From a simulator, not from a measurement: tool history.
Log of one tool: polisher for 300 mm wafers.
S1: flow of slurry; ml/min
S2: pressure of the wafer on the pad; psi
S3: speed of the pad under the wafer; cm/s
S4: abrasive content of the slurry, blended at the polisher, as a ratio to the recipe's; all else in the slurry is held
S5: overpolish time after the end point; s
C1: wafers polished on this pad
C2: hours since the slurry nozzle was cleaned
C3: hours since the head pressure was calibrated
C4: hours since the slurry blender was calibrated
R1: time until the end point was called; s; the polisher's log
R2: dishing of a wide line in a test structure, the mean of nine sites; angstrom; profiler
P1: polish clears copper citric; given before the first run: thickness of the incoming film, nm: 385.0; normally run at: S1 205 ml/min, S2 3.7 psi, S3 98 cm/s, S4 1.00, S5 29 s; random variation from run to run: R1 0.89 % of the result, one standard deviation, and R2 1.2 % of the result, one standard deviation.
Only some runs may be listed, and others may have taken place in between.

run,hour,S1,S2,S3,S4,S5,C1,C2,C3,C4,R1,R2
1,17.1,205,3.7,98,1.00,29,611,97.0,285.4,188.7,130.950,451.27
2,28.9,205,3.7,44,1.00,29,687,108.8,297.2,200.5,274.290,256.18
3,37.9,135,3.7,132,1.00,29,745,117.8,306.2,209.5,102.180,515.70
4,52.4,125,3.7,98,1.00,29,838,132.3,320.7,224.0,139.310,436.06
5,60.5,205,3.7,98,1.00,9,890,140.4,328.8,232.1,127.400,190.59
6,74.6,205,1.7,98,1.00,29,980,154.5,342.9,246.2,274.940,251.90
7,92.5,205,3.7,98,1.00,29,1096,172.4,360.8,264.1,127.630,451.57
8,101.7,205,3.7,98,1.00,51,1155,181.6,370.0,273.3,126.610,603.29
9,112.7,205,5.7,98,1.00,29,1225,192.6,381.0,284.3,83.754,578.53
10,129.7,205,3.7,144,1.00,29,1335,209.6,398.0,301.3,86.819,548.16
# hour 144.4: slurry nozzle cleaned
11,144.6,280,3.7,98,1.00,29,1430,0.2,412.9,316.2,122.670,461.01
12,152.8,205,3.7,98,0.60,29,1483,8.4,421.1,324.4,142.050,418.90
13,168.7,270,3.7,98,0.75,29,1585,24.3,437.0,340.3,132.170,444.41
14,186.8,205,3.7,98,1.40,29,1701,42.4,455.1,358.4,118.320,466.72
15,196.0,205,3.7,98,1.00,29,1761,51.6,464.3,367.6,128.910,450.25
16,213.8,205,3.7,98,1.00,29,1875,69.4,482.1,385.4,128.360,453.72
17,228.1,205,3.7,98,1.00,29,1967,83.7,496.4,399.7,125.830,459.33
18,237.1,205,3.7,98,1.00,29,2025,92.7,505.4,408.7,128.700,451.40
19,246.3,205,3.7,98,1.00,29,2084,101.9,514.6,417.9,128.650,447.90
20,259.7,205,3.7,98,1.00,29,2170,115.3,528.0,431.3,132.960,437.86
21,270.9,205,3.7,98,1.00,29,2242,126.5,539.2,442.5,131.820,440.05
22,283.5,205,3.7,98,1.00,29,2323,139.1,551.8,455.1,135.770,439.19
# hour 292.0: head pressure recalibrated
23,298.1,205,3.7,98,1.00,29,2417,153.7,6.1,469.7,135.820,428.75
24,315.9,205,3.7,98,1.00,29,2531,171.5,23.9,487.5,136.840,425.52
# hour 316.5: worn pad replaced by a new one
25,331.6,205,3.7,98,1.00,29,97,187.2,39.6,503.2,139.270,434.50
26,347.5,205,3.7,98,1.00,29,199,203.1,55.5,519.1,138.480,427.64
27,358.2,205,3.7,98,1.00,29,268,213.8,66.2,529.8,137.830,428.43
28,369.2,205,3.7,98,1.00,29,338,224.8,77.2,540.8,138.520,419.21
29,377.3,205,3.7,98,1.00,29,390,232.9,85.3,548.9,137.320,438.13

P1 has crept away from where it was. The log is fitted equally well by each of these 2 causes, at the sizes shown:
A: slurry flow missing at the pad, % = 38.3
B: abrasive missing from the slurry, % = 31.2
At approximately hour 237.1, the process output began to creep.
Every other cause this tool's parts could produce, and why it does not fit the log:
removal rate lost through wear of the pad, %: was serviced at hour 316.5, once the creep was under way, yet the earlier output never came back
head's pressure below its setpoint, %: was serviced at hour 292.0, once the creep was under way, yet the earlier output never came back

Which of the 4 check runs listed below, each an average over 2 wafers with its results shown as question marks, gives clearly different results under the different listed causes?
check 1,385.4,205,5.5,98,1.00,13,,,,,?,?
check 2,385.4,205,1.7,124,1.00,29,,,,,?,?
check 3,385.4,205,1.8,98,1.00,29,,,,,?,?
check 4,385.4,125,3.7,44,1.00,29,,,,,?,?

Outcome of each check run for each possible cause:
check,result,if A,if B
check 1,R1,93.524,93.521
check 1,R2,329.28,329.29
check 2,R1,234.200,234.190
check 2,R2,284.00,284.00
check 3,R1,278.030,278.030
check 3,R2,251.38,251.38
check 4,R1,340.170,325.490
check 4,R2,221.38,229.65
How far apart the two closest causes lie, in the result that separates them most: check 1 0 %; check 2 0 %; check 3 0 %; check 4 4.41 %
Check 4 distinguishes between the causes, while the remaining checks would return nearly the same result for all of them.

With check 4 done, the readings were: R1 343.430 s; R2 222.77 angstrom. Identify which of the listed causes applies.

It was cause A: slurry flow missing at the pad, %.

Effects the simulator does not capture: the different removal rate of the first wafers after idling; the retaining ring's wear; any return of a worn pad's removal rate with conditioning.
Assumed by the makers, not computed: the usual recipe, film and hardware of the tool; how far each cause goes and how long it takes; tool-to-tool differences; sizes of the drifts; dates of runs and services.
